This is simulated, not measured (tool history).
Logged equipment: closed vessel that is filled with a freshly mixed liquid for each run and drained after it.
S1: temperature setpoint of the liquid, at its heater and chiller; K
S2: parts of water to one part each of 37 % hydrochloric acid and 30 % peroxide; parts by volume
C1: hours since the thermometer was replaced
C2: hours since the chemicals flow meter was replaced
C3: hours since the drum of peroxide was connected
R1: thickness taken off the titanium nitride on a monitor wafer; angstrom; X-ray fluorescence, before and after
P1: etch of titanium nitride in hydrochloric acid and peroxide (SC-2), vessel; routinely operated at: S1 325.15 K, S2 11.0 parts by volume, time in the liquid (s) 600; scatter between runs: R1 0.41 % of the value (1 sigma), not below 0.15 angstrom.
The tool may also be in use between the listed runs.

{"run": 1, "day": 0.375, "S1": 325.15, "S2": 11.0, "time in the liquid (s)": 600, "C1": 797.5, "C2": 1088.4, "C3": 458.2, "R1": 230.36}
{"run": 2, "day": 1.012, "S1": 325.15, "S2": 18.5, "time in the liquid (s)": 600, "C1": 812.8, "C2": 1103.7, "C3": 473.5, "R1": 145.68}
{"run": 3, "day": 1.521, "S1": 325.15, "S2": 11.0, "time in the liquid (s)": 600, "C1": 825.0, "C2": 1115.9, "C3": 485.7, "R1": 230.94}
{"run": 4, "day": 2.075, "S1": 325.15, "S2": 11.0, "time in the liquid (s)": 600, "C1": 838.3, "C2": 1129.2, "C3": 499.0, "R1": 231.14}
{"run": 5, "day": 2.775, "S1": 325.15, "S2": 11.0, "time in the liquid (s)": 600, "C1": 855.1, "C2": 1146.0, "C3": 515.8, "R1": 230.55}
{"run": 6, "day": 3.204, "S1": 325.15, "S2": 11.0, "time in the liquid (s)": 600, "C1": 865.4, "C2": 1156.3, "C3": 526.1, "R1": 231.58}
{"run": 7, "day": 3.796, "S1": 308.65, "S2": 11.0, "time in the liquid (s)": 600, "C1": 879.6, "C2": 1170.5, "C3": 540.3, "R1": 73.77}
{"run": 8, "day": 4.112, "S1": 325.15, "S2": 11.0, "time in the liquid (s)": 1135, "C1": 887.2, "C2": 1178.1, "C3": 547.9, "R1": 433.64}
{"run": 9, "day": 4.738, "S1": 334.65, "S2": 5.0, "time in the liquid (s)": 600, "C1": 902.2, "C2": 1193.1, "C3": 562.9, "R1": 788.18}
{"run": 10, "day": 5.283, "S1": 325.15, "S2": 11.0, "time in the liquid (s)": 600, "C1": 915.3, "C2": 1206.2, "C3": 576.0, "R1": 230.03}
{"run": 11, "day": 5.721, "S1": 325.15, "S2": 4.0, "time in the liquid (s)": 600, "C1": 925.8, "C2": 1216.7, "C3": 586.5, "R1": 499.2}
{"run": 12, "day": 6.208, "S1": 341.65, "S2": 11.0, "time in the liquid (s)": 600, "C1": 937.5, "C2": 1228.4, "C3": 598.2, "R1": 647.86}
{"run": 13, "day": 6.904, "S1": 325.15, "S2": 11.0, "time in the liquid (s)": 600, "C1": 954.2, "C2": 1245.1, "C3": 614.9, "R1": 229.88}
{"run": 14, "day": 7.271, "S1": 312.15, "S2": 11.0, "time in the liquid (s)": 905, "C1": 963.0, "C2": 1253.9, "C3": 623.7, "R1": 142.58}
{"run": 15, "day": 7.775, "S1": 325.15, "S2": 11.0, "time in the liquid (s)": 40, "C1": 975.1, "C2": 1266.0, "C3": 635.8, "R1": 15.371}
{"run": 16, "day": 8.112, "S1": 325.15, "S2": 11.0, "time in the liquid (s)": 600, "C1": 983.2, "C2": 1274.1, "C3": 643.9, "R1": 230.49}
{"run": 17, "day": 8.45, "S1": 325.15, "S2": 11.0, "time in the liquid (s)": 600, "C1": 991.3, "C2": 1282.2, "C3": 652.0, "R1": 237.28}
{"run": 18, "day": 8.767, "S1": 325.15, "S2": 11.0, "time in the liquid (s)": 600, "C1": 998.9, "C2": 1289.8, "C3": 659.6, "R1": 244.57}
{"run": 19, "day": 9.112, "S1": 325.15, "S2": 11.0, "time in the liquid (s)": 600, "C1": 1007.2, "C2": 1298.1, "C3": 667.9, "R1": 245.13}
{"run": 20, "day": 9.421, "S1": 325.15, "S2": 11.0, "time in the liquid (s)": 600, "C1": 1014.6, "C2": 1305.5, "C3": 675.3, "R1": 246.89}
{"run": 21, "day": 9.942, "S1": 325.15, "S2": 11.0, "time in the liquid (s)": 600, "C1": 1027.1, "C2": 1318.0, "C3": 687.8, "R1": 249.51}
{"run": 22, "day": 10.3, "S1": 325.15, "S2": 11.0, "time in the liquid (s)": 600, "C1": 1035.7, "C2": 1326.6, "C3": 696.4, "R1": 249.61}
{"run": 23, "day": 10.65, "S1": 325.15, "S2": 11.0, "time in the liquid (s)": 600, "C1": 1044.1, "C2": 1335.0, "C3": 704.8, "R1": 250.36}
{"run": 24, "day": 10.996, "S1": 325.15, "S2": 11.0, "time in the liquid (s)": 600, "C1": 1052.4, "C2": 1343.3, "C3": 713.1, "R1": 250.3}

P1 no longer gives what it gave before; its output has crept away from where it was. The following 2 causes, each at its listed size, fit the log equally well:
A: liquid hotter than its thermometer reads (K) = 1.28
B: chemicals flow above the setpoint (%) = 10.5
Creep in the process output first set in at about day 8.112.
The rest of the possible causes, and what rules out each one:
peroxide weaker than its label (%): cannot exceed 8; that much would move R1 by -7.4 %, which falls short of the creep or goes against it

Each of the check runs listed below is run on 2 wafers and reports their average, with the results left as question marks. Pick the one under which the possible causes would lead to clearly different results.
{"run": "check 1", "day": 11.342, "S1": 325.15, "S2": 18.0, "time in the liquid (s)": 600, "R1": "?"}
{"run": "check 2", "day": 11.342, "S1": 315.65, "S2": 11.0, "time in the liquid (s)": 60, "R1": "?"}
{"run": "check 3", "day": 11.342, "S1": 331.65, "S2": 11.0, "time in the liquid (s)": 285, "R1": "?"}
{"run": "check 4", "day": 11.342, "S1": 314.15, "S2": 4.0, "time in the liquid (s)": 600, "R1": "?"}

Expected result of each check under each candidate cause:
check=check_1 result=R1 if_A=162.850 if_B=163.730
check=check_2 result=R1 if_A=13.219 if_B=13.149
check=check_3 result=R1 if_A=180.480 if_B=181.040
check=check_4 result=R1 if_A=258.000 if_B=251.760
Smallest distance between any two causes, each pair judged by its most separating result, in per cent: check 1 0.54 %; check 2 0.53 %; check 3 0.31 %; check 4 2.45 %
The other checks would show nearly matching results whichever cause is true, so check 4 is the only one that separates the causes.

Check 4 was carried out, with these results: R1 258.950 angstrom. Which of the listed causes is responsible?

The cause is A: liquid hotter than its thermometer reads (K).

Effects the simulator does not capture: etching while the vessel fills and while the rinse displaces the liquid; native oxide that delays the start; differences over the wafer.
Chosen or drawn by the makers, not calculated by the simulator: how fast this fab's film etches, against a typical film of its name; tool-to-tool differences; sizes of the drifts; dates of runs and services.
